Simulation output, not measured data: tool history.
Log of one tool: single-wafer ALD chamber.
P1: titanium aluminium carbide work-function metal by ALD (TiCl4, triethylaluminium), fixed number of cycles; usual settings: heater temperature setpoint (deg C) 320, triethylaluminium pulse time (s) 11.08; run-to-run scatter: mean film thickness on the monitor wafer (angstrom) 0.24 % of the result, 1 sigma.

run,day,heater temperature setpoint (deg C),triethylaluminium pulse time (s),hours since the last thermocouple change,hours since the last triethylaluminium bottle change,mean film thickness on the monitor wafer (angstrom)
1,0.546,320,11.08,720.9,447.9,21.914
2,0.996,307,11.08,731.7,458.7,20.742
3,1.417,320,6.5,741.8,468.8,20.09
4,1.708,320,11.08,748.8,475.8,21.868
5,2.146,320,11.08,759.3,486.3,21.999
6,2.4,320,15.84,765.4,492.4,22.362
7,2.7,320,11.08,772.6,499.6,22.03
8,3.171,337,17.48,783.9,510.9,23.963
9,3.567,320,11.08,793.4,520.4,22.066
10,4.038,344,11.08,804.7,531.7,24.162
11,4.508,320,11.08,816,543,21.969
12,5.046,320,11.08,828.9,555.9,21.78

Forecast run 13:
13,5.525,320,11.08,840.4,567.4,?

mean film thickness on the monitor wafer (angstrom): 21.808

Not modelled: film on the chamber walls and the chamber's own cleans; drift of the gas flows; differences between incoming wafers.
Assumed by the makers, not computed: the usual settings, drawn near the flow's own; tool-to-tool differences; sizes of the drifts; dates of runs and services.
